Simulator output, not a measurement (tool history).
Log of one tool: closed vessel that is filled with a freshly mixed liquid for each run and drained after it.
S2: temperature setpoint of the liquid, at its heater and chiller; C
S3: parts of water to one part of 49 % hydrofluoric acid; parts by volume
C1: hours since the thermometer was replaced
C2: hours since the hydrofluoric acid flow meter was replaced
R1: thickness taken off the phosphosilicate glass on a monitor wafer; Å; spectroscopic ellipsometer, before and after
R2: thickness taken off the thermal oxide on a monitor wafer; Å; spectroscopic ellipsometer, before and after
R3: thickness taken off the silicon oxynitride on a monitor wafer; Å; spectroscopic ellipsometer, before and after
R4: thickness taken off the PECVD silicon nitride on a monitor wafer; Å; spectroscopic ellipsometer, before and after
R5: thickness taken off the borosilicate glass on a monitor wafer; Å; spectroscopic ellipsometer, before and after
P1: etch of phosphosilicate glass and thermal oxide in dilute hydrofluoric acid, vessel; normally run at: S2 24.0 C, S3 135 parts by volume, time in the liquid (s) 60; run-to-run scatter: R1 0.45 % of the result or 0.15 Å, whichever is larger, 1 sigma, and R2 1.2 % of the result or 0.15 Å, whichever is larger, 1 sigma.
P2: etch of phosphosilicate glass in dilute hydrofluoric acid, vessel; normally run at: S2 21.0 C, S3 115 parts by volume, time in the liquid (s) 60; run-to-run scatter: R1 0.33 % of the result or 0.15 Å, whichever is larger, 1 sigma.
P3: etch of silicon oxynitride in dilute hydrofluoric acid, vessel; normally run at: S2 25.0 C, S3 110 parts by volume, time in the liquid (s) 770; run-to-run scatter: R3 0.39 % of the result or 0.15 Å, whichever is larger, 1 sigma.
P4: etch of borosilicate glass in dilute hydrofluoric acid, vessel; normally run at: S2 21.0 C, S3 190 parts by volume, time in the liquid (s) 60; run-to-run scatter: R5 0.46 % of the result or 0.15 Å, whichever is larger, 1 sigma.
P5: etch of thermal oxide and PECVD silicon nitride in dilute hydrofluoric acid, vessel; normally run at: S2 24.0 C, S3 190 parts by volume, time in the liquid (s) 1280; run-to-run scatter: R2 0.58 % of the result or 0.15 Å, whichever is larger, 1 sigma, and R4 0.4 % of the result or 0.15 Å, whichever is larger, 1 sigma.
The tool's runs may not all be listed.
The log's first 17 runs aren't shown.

run 18 hour=116.5 | process_that_ran=P1 S2=24.0 S3=135 time_in_the_liquid_(s)=60 | C1=737.3 C2=761.0 | R1=359.05 R2=20.541
-- hour=117.4 thermometer replaced
run 19 hour=120.5 | process_that_ran=P1 S2=24.0 S3=135 time_in_the_liquid_(s)=60 | C1=3.1 C2=765.0 | R1=362.80 R2=20.346
run 20 hour=129.1 | process_that_ran=P4 S2=21.0 S3=115 time_in_the_liquid_(s)=60 | C1=11.7 C2=773.6 | R5=141.450
run 21 hour=136.6 | process_that_ran=P1 S2=28.0 S3=135 time_in_the_liquid_(s)=30 | C1=19.2 C2=781.1 | R1=210.20 R2=11.510
run 22 hour=144.9 | process_that_ran=P4 S2=21.0 S3=190 time_in_the_liquid_(s)=60 | C1=27.5 C2=789.4 | R5=79.222
run 23 hour=151.4 | process_that_ran=P4 S2=24.5 S3=190 time_in_the_liquid_(s)=60 | C1=34.0 C2=795.9 | R5=90.852
run 24 hour=158.2 | process_that_ran=P1 S2=24.0 S3=25 time_in_the_liquid_(s)=60 | C1=40.8 C2=802.7 | R1=2251.10 R2=129.070
run 25 hour=162.3 | process_that_ran=P1 S2=24.0 S3=245 time_in_the_liquid_(s)=60 | C1=44.9 C2=806.8 | R1=175.94 R2=10.017
run 26 hour=166.5 | process_that_ran=P1 S2=24.0 S3=135 time_in_the_liquid_(s)=90 | C1=49.1 C2=811.0 | R1=539.59 R2=31.320
run 27 hour=173.3 | process_that_ran=P4 S2=21.0 S3=190 time_in_the_liquid_(s)=100 | C1=55.9 C2=817.8 | R5=131.600
run 28 hour=182.1 | process_that_ran=P3 S2=25.0 S3=110 time_in_the_liquid_(s)=1425 | C1=64.7 C2=826.6 | R3=489.60
run 29 hour=190.3 | process_that_ran=P2 S2=21.0 S3=115 time_in_the_liquid_(s)=100 | C1=72.9 C2=834.8 | R1=995.13
run 30 hour=197.2 | process_that_ran=P1 S2=24.0 S3=135 time_in_the_liquid_(s)=60 | C1=79.8 C2=841.7 | R1=358.36 R2=20.719
run 31 hour=204.5 | process_that_ran=P1 S2=24.0 S3=135 time_in_the_liquid_(s)=60 | C1=87.1 C2=849.0 | R1=352.56 R2=20.170
run 32 hour=209.5 | process_that_ran=P1 S2=24.0 S3=135 time_in_the_liquid_(s)=60 | C1=92.1 C2=854.0 | R1=352.25 R2=19.653
run 33 hour=216.8 | process_that_ran=P1 S2=24.0 S3=135 time_in_the_liquid_(s)=60 | C1=99.4 C2=861.3 | R1=345.26 R2=19.634
run 34 hour=225.3 | process_that_ran=P1 S2=24.0 S3=135 time_in_the_liquid_(s)=60 | C1=107.9 C2=869.8 | R1=342.47 R2=19.111
run 35 hour=230.0 | process_that_ran=P1 S2=24.0 S3=135 time_in_the_liquid_(s)=60 | C1=112.6 C2=874.5 | R1=340.58 R2=19.561
run 36 hour=239.2 | process_that_ran=P1 S2=24.0 S3=135 time_in_the_liquid_(s)=60 | C1=121.8 C2=883.7 | R1=340.96 R2=19.033
run 37 hour=243.5 | process_that_ran=P1 S2=24.0 S3=135 time_in_the_liquid_(s)=60 | C1=126.1 C2=888.0 | R1=337.95 R2=19.315

Forecast run 38:
run 38 hour=250.5 | process_that_ran=P1 S2=24.0 S3=135 time_in_the_liquid_(s)=60 | C1=133.1 C2=895.0 | R1=? R2=?

Run 38 gave R1 334.27 Å, R2 19.056 Å.
